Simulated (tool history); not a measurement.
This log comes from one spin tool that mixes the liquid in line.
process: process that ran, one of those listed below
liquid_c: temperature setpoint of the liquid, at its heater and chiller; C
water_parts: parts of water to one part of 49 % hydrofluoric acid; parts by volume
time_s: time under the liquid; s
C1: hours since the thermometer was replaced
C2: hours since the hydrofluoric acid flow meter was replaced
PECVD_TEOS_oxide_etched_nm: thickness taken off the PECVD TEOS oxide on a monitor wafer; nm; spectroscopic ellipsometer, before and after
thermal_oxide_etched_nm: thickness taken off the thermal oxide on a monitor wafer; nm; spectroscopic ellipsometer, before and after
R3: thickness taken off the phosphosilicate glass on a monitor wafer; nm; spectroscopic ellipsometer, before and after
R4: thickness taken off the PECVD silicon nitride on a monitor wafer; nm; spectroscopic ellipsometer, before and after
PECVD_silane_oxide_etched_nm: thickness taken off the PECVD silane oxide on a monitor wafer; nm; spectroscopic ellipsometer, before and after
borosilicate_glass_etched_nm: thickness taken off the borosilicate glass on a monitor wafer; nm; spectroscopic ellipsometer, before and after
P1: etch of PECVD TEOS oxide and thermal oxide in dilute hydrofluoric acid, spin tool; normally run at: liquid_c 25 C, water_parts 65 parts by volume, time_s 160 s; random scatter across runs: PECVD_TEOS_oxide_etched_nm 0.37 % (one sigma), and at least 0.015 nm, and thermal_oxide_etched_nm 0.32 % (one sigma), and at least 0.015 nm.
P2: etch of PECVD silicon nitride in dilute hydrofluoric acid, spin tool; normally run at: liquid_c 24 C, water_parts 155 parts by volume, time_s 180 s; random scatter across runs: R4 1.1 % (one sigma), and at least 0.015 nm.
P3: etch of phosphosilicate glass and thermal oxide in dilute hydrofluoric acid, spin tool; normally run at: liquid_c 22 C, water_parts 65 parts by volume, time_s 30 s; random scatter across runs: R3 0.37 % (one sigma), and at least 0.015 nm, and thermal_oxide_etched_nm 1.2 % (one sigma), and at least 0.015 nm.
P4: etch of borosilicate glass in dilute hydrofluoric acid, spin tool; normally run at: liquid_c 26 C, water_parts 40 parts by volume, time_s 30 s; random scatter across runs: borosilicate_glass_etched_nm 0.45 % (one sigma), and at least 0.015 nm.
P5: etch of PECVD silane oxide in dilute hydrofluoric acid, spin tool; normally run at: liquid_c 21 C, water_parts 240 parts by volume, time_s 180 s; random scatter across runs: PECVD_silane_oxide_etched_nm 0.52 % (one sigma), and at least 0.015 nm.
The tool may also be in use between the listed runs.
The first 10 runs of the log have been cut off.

run 11 hour=63.0 | process=P1 liquid_c=30 water_parts=65 time_s=160 | C1=533.3 C2=1009.7 | PECVD_TEOS_oxide_etched_nm=58.044 thermal_oxide_etched_nm=15.8110
run 12 hour=67.0 | process=P1 liquid_c=25 water_parts=65 time_s=160 | C1=537.3 C2=1013.7 | PECVD_TEOS_oxide_etched_nm=47.470 thermal_oxide_etched_nm=12.9630
-- hour=71.4 hydrofluoric acid flow meter replaced
run 13 hour=72.0 | process=P1 liquid_c=25 water_parts=65 time_s=295 | C1=542.3 C2=0.7 | PECVD_TEOS_oxide_etched_nm=87.366 thermal_oxide_etched_nm=23.8750
run 14 hour=77.6 | process=P1 liquid_c=25 water_parts=45 time_s=300 | C1=547.9 C2=6.3 | PECVD_TEOS_oxide_etched_nm=131.600 thermal_oxide_etched_nm=36.0340
run 15 hour=81.2 | process=P1 liquid_c=25 water_parts=65 time_s=160 | C1=551.5 C2=9.9 | PECVD_TEOS_oxide_etched_nm=47.346 thermal_oxide_etched_nm=12.9910
run 16 hour=87.2 | process=P5 liquid_c=21 water_parts=240 time_s=330 | C1=557.5 C2=15.9 | PECVD_silane_oxide_etched_nm=20.2820
run 17 hour=94.7 | process=P4 liquid_c=26 water_parts=40 time_s=15 | C1=565.0 C2=23.4 | borosilicate_glass_etched_nm=10.944
run 18 hour=101.8 | process=P2 liquid_c=24 water_parts=155 time_s=180 | C1=572.1 C2=30.5 | R4=1.9637
run 19 hour=106.7 | process=P1 liquid_c=25 water_parts=85 time_s=75 | C1=577.0 C2=35.4 | PECVD_TEOS_oxide_etched_nm=16.629 thermal_oxide_etched_nm=4.5239
run 20 hour=112.5 | process=P4 liquid_c=26 water_parts=40 time_s=30 | C1=582.8 C2=41.2 | borosilicate_glass_etched_nm=21.660
run 21 hour=119.3 | process=P2 liquid_c=24 water_parts=155 time_s=180 | C1=589.6 C2=48.0 | R4=1.9996
run 22 hour=123.4 | process=P2 liquid_c=17 water_parts=155 time_s=180 | C1=593.7 C2=52.1 | R4=1.3041
run 23 hour=130.8 | process=P1 liquid_c=25 water_parts=65 time_s=160 | C1=601.1 C2=59.5 | PECVD_TEOS_oxide_etched_nm=47.505 thermal_oxide_etched_nm=13.0440

Estimate the outcome of run 24 from the log above:
run 24 hour=136.6 | process=P1 liquid_c=25 water_parts=65 time_s=160 | C1=606.9 C2=65.3 | PECVD_TEOS_oxide_etched_nm=? thermal_oxide_etched_nm=?

Run 24 yielded PECVD_TEOS_oxide_etched_nm 47.393 nm, thermal_oxide_etched_nm 12.9920 nm.
